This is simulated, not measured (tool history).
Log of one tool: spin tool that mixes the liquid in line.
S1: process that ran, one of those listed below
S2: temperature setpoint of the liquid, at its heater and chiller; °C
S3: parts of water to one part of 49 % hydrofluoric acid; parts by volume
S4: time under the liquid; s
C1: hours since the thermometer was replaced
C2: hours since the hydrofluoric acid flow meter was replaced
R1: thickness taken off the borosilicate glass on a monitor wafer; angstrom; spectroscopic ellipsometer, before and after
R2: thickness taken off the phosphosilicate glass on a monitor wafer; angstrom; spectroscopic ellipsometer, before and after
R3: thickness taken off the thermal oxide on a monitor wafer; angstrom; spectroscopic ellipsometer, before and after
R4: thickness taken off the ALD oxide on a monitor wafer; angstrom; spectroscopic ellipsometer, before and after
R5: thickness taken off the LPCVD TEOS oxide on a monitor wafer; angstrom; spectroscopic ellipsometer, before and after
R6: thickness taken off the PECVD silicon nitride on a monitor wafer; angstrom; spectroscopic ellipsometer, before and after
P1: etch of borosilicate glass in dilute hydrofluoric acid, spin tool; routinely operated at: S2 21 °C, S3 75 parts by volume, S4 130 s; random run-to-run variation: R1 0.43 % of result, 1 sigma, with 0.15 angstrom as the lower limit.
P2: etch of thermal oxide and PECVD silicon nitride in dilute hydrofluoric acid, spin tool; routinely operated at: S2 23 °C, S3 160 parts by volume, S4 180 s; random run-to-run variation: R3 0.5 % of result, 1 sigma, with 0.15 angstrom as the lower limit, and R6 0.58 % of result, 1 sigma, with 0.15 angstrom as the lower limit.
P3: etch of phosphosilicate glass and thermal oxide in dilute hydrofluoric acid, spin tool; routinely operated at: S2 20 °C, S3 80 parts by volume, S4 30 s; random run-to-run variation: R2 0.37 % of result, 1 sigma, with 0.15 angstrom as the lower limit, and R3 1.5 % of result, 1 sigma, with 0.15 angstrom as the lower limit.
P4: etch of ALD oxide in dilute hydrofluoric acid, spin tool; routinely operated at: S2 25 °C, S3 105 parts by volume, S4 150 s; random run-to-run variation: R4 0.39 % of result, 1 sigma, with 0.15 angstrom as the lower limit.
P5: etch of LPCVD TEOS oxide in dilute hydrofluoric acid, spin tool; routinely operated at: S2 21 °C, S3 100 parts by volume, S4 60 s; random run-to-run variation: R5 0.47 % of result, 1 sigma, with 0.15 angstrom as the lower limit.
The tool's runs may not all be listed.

run     day  S1    S2   S3   S4     C1     C2      R1      R2      R3      R4      R5      R6
  1   0.358  P1    21   75  130  317.5  597.6  584.85
  2   0.617  P3    20  140   30  323.7  603.8          125.22  8.1968
  3   0.912  P1    21   75  130  330.8  610.9  586.28
  4   1.133  P3    20   80   15  336.1  616.2          116.71  8.0577
  5   1.404  P1  27.5   75   50  342.6  622.7  291.63
  6   1.775  P3    20   80   30  351.5  631.6          232.47  15.657
  7   2.004  P4    20  105  150    357  637.1                           122.5
  8   2.229  P1    26   75  130  362.4  642.5  714.84
  9   2.421  P5    21  165   60    367  647.1                                  170.88
 10    2.65  P1    21   75  130  372.5  652.6   585.8
 11   3.054  P4    25  105  150  382.2  662.3                          149.26
 12   3.329  P4    25  105  230  388.8  668.9                          227.88
 13   3.608  P2    23  260  180  395.5  675.6                  26.797                  28.189
 14   4.012  P3  25.5   80   30  405.2  685.3           293.6  19.849
 15   4.338  P5    21  100   60    413  693.1                                  302.79
 16    4.75  P1    21  130  130  422.9    703   318.2
 17   4.962  P5  28.5  100   60    428  708.1                                  406.73
 18   5.146  P5    21  100   15  432.4  712.5                                  75.125
 19   5.408  P2    23  160  180  438.7  718.8                  48.559                  45.924
 20   5.808  P1    21   75  130  448.3  728.4  587.93
 21   6.212  P1    21   75   70    458  738.1  314.51
 22    6.55  P1    17   75  130  466.1  746.2  500.36
 23   6.738  P1    21   75  130  470.6  750.7   588.4
 24   7.117  P2    23  160   25  479.7  759.8                  6.2858                  6.4422
 25   7.496  P2    17  160  180  488.8  768.9                   37.93                  30.921
 26   7.854  P3    20   80   30  497.4  777.5          233.83  16.047
 27   8.208  P1    21   20  130  505.9    786  2332.3
 28   8.588  P4    25  140  150    515  795.1                          107.67
 29     8.8  P1    21   75  245  520.1  800.2  1113.8
 30   9.129  P1    21   75  130    528  808.1  589.62
 31   9.371  P1    21   75  130  533.8  813.9  571.92
 32    9.75  P1    21   75  130  542.9    823  565.29
 33  10.125  P1    21   75  130  551.9    832  559.27
 34  10.479  P1    21   75  130  560.4  840.5  553.13
 35  10.667  P1    21   75  130  564.9    845  548.09
 36  10.908  P1    21   75  130  570.7  850.8  548.77
 37  11.246  P1    21   75  130  578.8  858.9  550.36
 38  11.533  P1    21   75  130  585.7  865.8  551.97

P1 no longer gives what it gave before; its output has crept away from where it was. The following 2 causes, each at its listed size, fit the log equally well:
A: liquid colder than its thermometer reads (K) = 1.52
B: hydrofluoric acid flow below the setpoint (%) = 5.62
The process output started creeping at around day 9.129.

Which of the 4 check runs listed below, each an average over 2 wafers with its results shown as question marks, gives clearly different results under the different listed causes?
check 1  11.821  P4  25  105  150                       ?
check 2  11.821  P3  20   80   30               ?   ?
check 3  11.821  P5  21  100   60                           ?
check 4  11.821  P2  23  160  180                   ?           ?

How each check would come out, cause by cause:
  check  result    if A    if B
check 1      R4  141.16  140.36
check 2      R2  218.71   218.8
check 2      R3   14.75  14.756
check 3      R5  282.89  282.25
check 4      R3   45.58  45.147
check 4      R6  41.683  43.479
Per-check spread between the two closest causes, in the result where they differ most: check 1 0.57 %; check 2 0.04 %; check 3 0.23 %; check 4 4.22 %
Check 4 tells the causes apart: in the others they would give nearly the same result.

Here is what check 4 returned: R3 45.294 angstrom; R6 43.353 angstrom. Which cause is it?

The cause is B: hydrofluoric acid flow below the setpoint (%).
